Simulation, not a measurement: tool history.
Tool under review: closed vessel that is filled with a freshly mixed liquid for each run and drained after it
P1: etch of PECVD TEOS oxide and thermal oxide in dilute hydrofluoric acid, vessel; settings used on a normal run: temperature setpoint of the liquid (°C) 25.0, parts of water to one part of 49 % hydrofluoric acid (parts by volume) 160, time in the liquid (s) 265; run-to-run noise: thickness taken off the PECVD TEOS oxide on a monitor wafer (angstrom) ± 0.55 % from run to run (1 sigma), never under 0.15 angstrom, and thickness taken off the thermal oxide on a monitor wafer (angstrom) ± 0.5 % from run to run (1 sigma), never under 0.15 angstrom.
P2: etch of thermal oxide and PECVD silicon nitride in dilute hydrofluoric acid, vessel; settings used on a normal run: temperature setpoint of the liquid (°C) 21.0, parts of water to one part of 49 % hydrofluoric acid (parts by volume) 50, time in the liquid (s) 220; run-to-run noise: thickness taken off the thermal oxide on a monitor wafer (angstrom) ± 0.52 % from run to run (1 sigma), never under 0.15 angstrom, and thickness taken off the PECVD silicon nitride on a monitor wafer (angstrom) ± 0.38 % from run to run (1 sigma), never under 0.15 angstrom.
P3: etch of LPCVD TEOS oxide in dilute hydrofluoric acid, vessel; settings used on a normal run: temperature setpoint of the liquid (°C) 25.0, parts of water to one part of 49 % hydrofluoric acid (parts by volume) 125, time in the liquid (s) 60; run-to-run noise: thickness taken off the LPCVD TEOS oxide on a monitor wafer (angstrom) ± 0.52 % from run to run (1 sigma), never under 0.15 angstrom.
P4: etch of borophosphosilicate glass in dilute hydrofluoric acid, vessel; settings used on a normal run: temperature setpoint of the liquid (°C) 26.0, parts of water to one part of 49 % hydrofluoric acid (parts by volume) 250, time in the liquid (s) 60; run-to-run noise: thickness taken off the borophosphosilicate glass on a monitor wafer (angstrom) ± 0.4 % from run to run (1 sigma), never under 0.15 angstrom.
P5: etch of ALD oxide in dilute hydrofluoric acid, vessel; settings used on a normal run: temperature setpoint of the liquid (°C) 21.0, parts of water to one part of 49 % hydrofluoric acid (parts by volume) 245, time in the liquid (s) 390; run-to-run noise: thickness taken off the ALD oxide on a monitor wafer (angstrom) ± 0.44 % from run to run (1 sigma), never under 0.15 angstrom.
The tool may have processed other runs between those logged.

run     day  process that ran  temperature setpoint of the liquid (°C)  parts of water to one part of 49 % hydrofluoric acid (parts by volume)  time in the liquid (s)  thickness taken off the PECVD TEOS oxide on a monitor wafer (angstrom)  thickness taken off the thermal oxide on a monitor wafer (angstrom)  thickness taken off the ALD oxide on a monitor wafer (angstrom)  thickness taken off the LPCVD TEOS oxide on a monitor wafer (angstrom)  thickness taken off the PECVD silicon nitride on a monitor wafer (angstrom)  thickness taken off the borophosphosilicate glass on a monitor wafer (angstrom)
  1   0.475                P1                                     25.0                                                                     160                     265                                                                  251.94                                                               76.775
  2   0.767                P1                                     30.0                                                                     160                     265                                                                  302.75                                                               92.990
  3   1.279                P1                                     25.0                                                                      95                     265                                                                  463.01                                                              140.420
  4   1.779                P5                                     21.0                                                                     245                     745                                                                                                                                                                                                        693.92
  5   2.162                P3                                     25.0                                                                     195                      60                                                                                                                                                                                                                                                                                48.082
  6   2.512                P1                                     25.0                                                                     160                     265                                                                  252.35                                                               77.420
  7   2.854                P5                                     21.0                                                                     245                     390                                                                                                                                                                                                        360.80
  8   3.229                P2                                     21.0                                                                      20                     220                                                                                                                                      514.590                                                                                                                                                                                                               277.570
  9   3.679                P5                                     17.0                                                                     245                     390                                                                                                                                                                                                        311.67
 10   4.067                P2                                     21.0                                                                      50                     425                                                                                                                                      381.140                                                                                                                                                                                                               220.850
 11   4.604                P4                                     18.0                                                                     250                      60                                                                                                                                                                                                                                                                                                                                                                                                                                             114.970
 12   4.933                P3                                     25.0                                                                     125                     105                                                                                                                                                                                                                                                                               141.040
 13   5.317                P5                                     21.0                                                                     435                     390                                                                                                                                                                                                        172.47
 14   5.642                P1                                     25.0                                                                     225                     265                                                                  166.88                                                               51.405
      5.738  -- thermometer replaced
 15   6.038                P3                                     33.0                                                                     125                      60                                                                                                                                                                                                                                                                               108.090
 16   6.583                P4                                     26.0                                                                     250                      60                                                                                                                                                                                                                                                                                                                                                                                                                                             154.350
 17   7.058                P4                                     26.0                                                                     380                      60                                                                                                                                                                                                                                                                                                                                                                                                                                              89.613
 18   7.446                P1                                     25.0                                                                     160                     265                                                                  250.54                                                               77.277
 19   7.954                P4                                     26.0                                                                     250                      60                                                                                                                                                                                                                                                                                                                                                                                                                                             154.220
 20   8.400                P2                                     21.0                                                                      50                     220                                                                                                                                      195.880                                                                                                                                                                                                               114.840
 21   8.804                P1                                     17.5                                                                     160                     265                                                                  190.27                                                               57.932
 22   9.154                P2                                     21.0                                                                      50                     220                                                                                                                                      198.670                                                                                                                                                                                                               114.860
 23   9.604                P1                                     25.0                                                                     160                     525                                                                  500.51                                                              152.930
 24   9.958                P4                                     26.0                                                                     250                      30                                                                                                                                                                                                                                                                                                                                                                                                                                              77.307
 25  10.396                P5                                     21.0                                                                     245                     390                                                                                                                                                                                                        360.62
 26  10.788                P1                                     25.0                                                                     160                     265                                                                  253.41                                                               77.599
 27  11.208                P1                                     25.0                                                                     160                     110                                                                  104.16                                                               32.121
 28  11.592                P2                                     17.0                                                                      50                     220                                                                                                                                      167.110                                                                                                                                                                                                                86.642
 29  11.921                P3                                     25.0                                                                     125                      60                                                                                                                                                                                                                                                                                81.182
 30  12.400                P1                                     21.5                                                                     160                     435                                                                  360.82                                                              110.290
 31  12.658                P1                                     25.0                                                                     160                     265                                                                  248.89                                                               77.694
 32  13.012                P1                                     25.0                                                                     160                     265                                                                  244.29                                                               75.888
 33  13.279                P1                                     25.0                                                                     160                     265                                                                  241.83                                                               75.395
 34  13.617                P1                                     25.0                                                                     160                     265                                                                  241.35                                                               73.397
 35  14.083                P1                                     25.0                                                                     160                     265                                                                  237.19                                                               73.008
 36  14.504                P1                                     25.0                                                                     160                     265                                                                  237.07                                                               72.023
 37  15.038                P1                                     25.0                                                                     160                     265                                                                  238.96                                                               71.670
 38  15.592                P1                                     25.0                                                                     160                     265                                                                  236.08                                                               73.315
 39  15.838                P1                                     25.0                                                                     160                     265                                                                  237.28                                                               72.297
 40  16.154                P1                                     25.0                                                                     160                     265                                                                  234.51                                                               72.547

Compared with where it was, what P1 gives has crept away. Each cause listed below fits the log as well as the rest, at the size given for it:
A: liquid colder than its thermometer reads (K) = 1.73
B: hydrofluoric acid flow below the setpoint (%) = 5.35
Creep in the process output first set in at about day 12.658.

Consider the 4 single-wafer check runs listed below, results given as question marks: which one distinguishes between the causes by giving clearly different results for each?
check 1  16.471                P5                                     17.5                                                                     395                     390                                                                                                                                                                                                             ?
check 2  16.471                P3                                     33.0                                                                     125                      95                                                                                                                                                                                                                                                                                     ?
check 3  16.471                P2                                     21.0                                                                      50                     415                                                                                                                                            ?                                                                                                                                                                                                                     ?
check 4  16.471                P4                                     18.5                                                                     250                      30                                                                                                                                                                                                                                                                                                                                                                                                                                                   ?

If the cause were each of the candidates in turn, the checks would give the following:
  check                                                                           result     if A     if B
check 1                  thickness taken off the ALD oxide on a monitor wafer (angstrom)   162.78   161.25
check 2           thickness taken off the LPCVD TEOS oxide on a monitor wafer (angstrom)  162.130  161.630
check 3              thickness taken off the thermal oxide on a monitor wafer (angstrom)  347.530  352.740
check 3      thickness taken off the PECVD silicon nitride on a monitor wafer (angstrom)  191.890  205.070
check 4  thickness taken off the borophosphosilicate glass on a monitor wafer (angstrom)   54.840   54.789
How far apart the two closest causes lie, in the result that separates them most: check 1 0.95 %; check 2 0.31 %; check 3 6.64 %; check 4 0.09 %
Check 3 is the one run that separates the causes; every other check would come out nearly the same whichever cause is at work.

Check 3 has now been run. It gave: thickness taken off the thermal oxide on a monitor wafer (angstrom) 353.820; thickness taken off the PECVD silicon nitride on a monitor wafer (angstrom) 206.340. Which of the candidate causes is it?

Of the candidate causes, it is B: hydrofluoric acid flow below the setpoint (%).
